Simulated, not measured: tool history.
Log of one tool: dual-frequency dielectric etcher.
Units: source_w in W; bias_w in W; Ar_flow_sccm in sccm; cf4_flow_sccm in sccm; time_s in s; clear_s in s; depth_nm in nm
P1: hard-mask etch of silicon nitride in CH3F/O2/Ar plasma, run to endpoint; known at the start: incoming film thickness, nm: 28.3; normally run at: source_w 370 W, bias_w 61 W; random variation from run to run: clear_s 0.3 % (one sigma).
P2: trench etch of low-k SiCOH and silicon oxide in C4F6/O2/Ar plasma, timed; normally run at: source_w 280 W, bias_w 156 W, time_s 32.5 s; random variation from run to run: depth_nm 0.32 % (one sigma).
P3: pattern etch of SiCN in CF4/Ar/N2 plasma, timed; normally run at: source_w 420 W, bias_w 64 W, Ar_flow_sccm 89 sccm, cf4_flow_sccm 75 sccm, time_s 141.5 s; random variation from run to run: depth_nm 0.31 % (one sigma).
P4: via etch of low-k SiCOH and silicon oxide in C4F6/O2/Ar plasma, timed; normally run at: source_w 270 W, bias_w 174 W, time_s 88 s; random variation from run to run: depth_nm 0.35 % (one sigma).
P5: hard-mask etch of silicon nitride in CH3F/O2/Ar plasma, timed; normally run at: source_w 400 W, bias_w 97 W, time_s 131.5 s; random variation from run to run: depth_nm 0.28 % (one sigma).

run   hour  process  source_w  bias_w  Ar_flow_sccm  cf4_flow_sccm  time_s  hours since the last wet clean  hours since the last source power generator calibration  hours since the last bias power generator calibration  clear_s  depth_nm
  1   11.5       P1       370      61                                                                213.2                                                    322.7                                                 2596.2    44.52
  2   23.2       P1       370      61                                                                224.9                                                    334.4                                                 2607.9    44.62
  3   33.4       P3       420      64            89             91   141.5                           235.1                                                    344.6                                                 2618.1             115.65
  4   40.3       P2       280     156                                 18.5                             242                                                    351.5                                                   2625             46.581
  5   50.5       P3       420      64            89             75     183                           252.2                                                    361.7                                                 2635.2             145.79
  6     59       P1       370      61                                                                260.7                                                    370.2                                                 2643.7   44.461
  7   68.2       P5       400     116                                131.5                           269.9                                                    379.4                                                 2652.9             106.51
  8   76.4       P1       430      84                                                                278.1                                                    387.6                                                 2661.1   37.716
  9   88.8       P3       420      64            69             75   141.5                           290.5                                                      400                                                 2673.5             116.48
 10   98.7       P1       510      61                                                                300.4                                                    409.9                                                 2683.4   39.426
 11  105.4       P4       170     174                                   88                           307.1                                                    416.6                                                 2690.1             172.49
 12  114.7       P3       420      43            89             75   141.5                           316.4                                                    425.9                                                 2699.4             98.713
 13  120.7       P1       370      61                                                                322.4                                                    431.9                                                 2705.4   44.475
 14  133.5       P5       400      97                                196.5                           335.2                                                    444.7                                                 2718.2             149.37
 15  142.5       P4       270     174                                 59.5                           344.2                                                    453.7                                                 2727.2             139.27
 16    152       P2       380     156                                 32.5                           353.7                                                    463.2                                                 2736.7             92.473
 17  161.7       P3       530      64            89             75   141.5                           363.4                                                    472.9                                                 2746.4             138.13
 18  169.2       P2       280     156                                 32.5                           370.9                                                    480.4                                                 2753.9              81.81
 19  182.2       P2       280     156                                 32.5                           383.9                                                    493.4                                                 2766.9             81.798
 20  188.7       P4       270     245                                   88                           390.4                                                    499.9                                                 2773.4             231.15
 21  196.8       P4       270     174                                   88                           398.5                                                      508                                                 2781.5             205.99
 22  203.1       P1       270      61                                                                404.8                                                    514.3                                                 2787.8   50.344
 23  215.8       P1       370      44                                                                417.5                                                      527                                                 2800.5    49.45
 24  229.5       P2       280      93                                 32.5                           431.2                                                    540.7                                                 2814.2             70.305
 25  239.2       P1       370      61                                                                440.9                                                    550.4                                                 2823.9   44.471
 26  246.9       P5       400      97                                131.5                           448.6                                                    558.1                                                 2831.6             100.18
 27  258.7       P1       370      75                                                                460.4                                                    569.9                                                 2843.4   41.646
 28    270       P5       540      97                                131.5                           471.7                                                    581.2                                                 2854.7             111.95
 29  279.9       P3       420      64            89             75   141.5                           481.6                                                    591.1                                                 2864.6             112.34
 30  289.2       P1       370      61                                                                490.9                                                    600.4                                                 2873.9   44.625
 31  300.6       P1       370      61                                                                502.3                                                    611.8                                                 2885.3   44.523
 32  313.6       P1       370      61                                                                515.3                                                    624.8                                                 2898.3   44.385
 33  320.1       P1       370      61                                                                521.8                                                    631.3                                                 2904.8   44.322
 34  328.9       P1       370      61                                                                530.6                                                    640.1                                                 2913.6   44.213
 35  340.1       P1       370      61                                                                541.8                                                    651.3                                                 2924.8   44.067
 36  351.1       P1       370      61                                                                552.8                                                    662.3                                                 2935.8   44.277
     357.3  -- wet clean of the chamber
 37  362.9       P1       370      61                                                                  5.7                                                    674.1                                                 2947.6    44.06
 38  371.1       P1       370      61                                                                 13.9                                                    682.3                                                 2955.8   43.804
 39  380.4       P1       370      61                                                                 23.2                                                    691.6                                                 2965.1   44.032
 40  390.2       P1       370      61                                                                   33                                                    701.4                                                 2974.9   44.065
 41  399.4       P1       370      61                                                                 42.2                                                    710.6                                                 2984.1   44.053
 42  412.2       P1       370      61                                                                   55                                                    723.4                                                 2996.9   44.015

What P1 gives has crept away from where it was. These 2 causes fit the log equally well, each at the size given:
A: bias power that arrives over what is set, % = 4.65
B: source power that arrives over what is set, % = 4.04
The creep began at about hour 300.6.
Why every other cause is out:
chamber walls in a state that raises the etch rate, %: serviced at hour 357.3, which brought nothing back

4 check runs are offered, each on 2 wafers whose results are averaged, their results left as question marks. Which one tells the causes apart?
check 1   425       P2       280     125                                   24                                                                                                                                                                  ?
check 2   425       P3       530      64            89             75   141.5                                                                                                                                                                  ?
check 3   425       P4       180     243                                   88                                                                                                                                                                  ?
check 4   425       P5       480      97                                131.5                                                                                                                                                                  ?

What each check would give under each cause:
  check    result    if A    if B
check 1  depth_nm  57.295   57.41
check 2  depth_nm  140.11  142.98
check 3  depth_nm  200.64   200.4
check 4  depth_nm  108.82  108.64
How far apart the two closest causes lie, in the result that separates them most: check 1 0.2 %; check 2 2.03 %; check 3 0.12 %; check 4 0.16 %
Only check 2 tells the causes apart: in the others they would give nearly the same result.

Then check 2 was run and gave: depth_nm 142.74 nm. Which cause is it?

It is B: source power that arrives over what is set, %.

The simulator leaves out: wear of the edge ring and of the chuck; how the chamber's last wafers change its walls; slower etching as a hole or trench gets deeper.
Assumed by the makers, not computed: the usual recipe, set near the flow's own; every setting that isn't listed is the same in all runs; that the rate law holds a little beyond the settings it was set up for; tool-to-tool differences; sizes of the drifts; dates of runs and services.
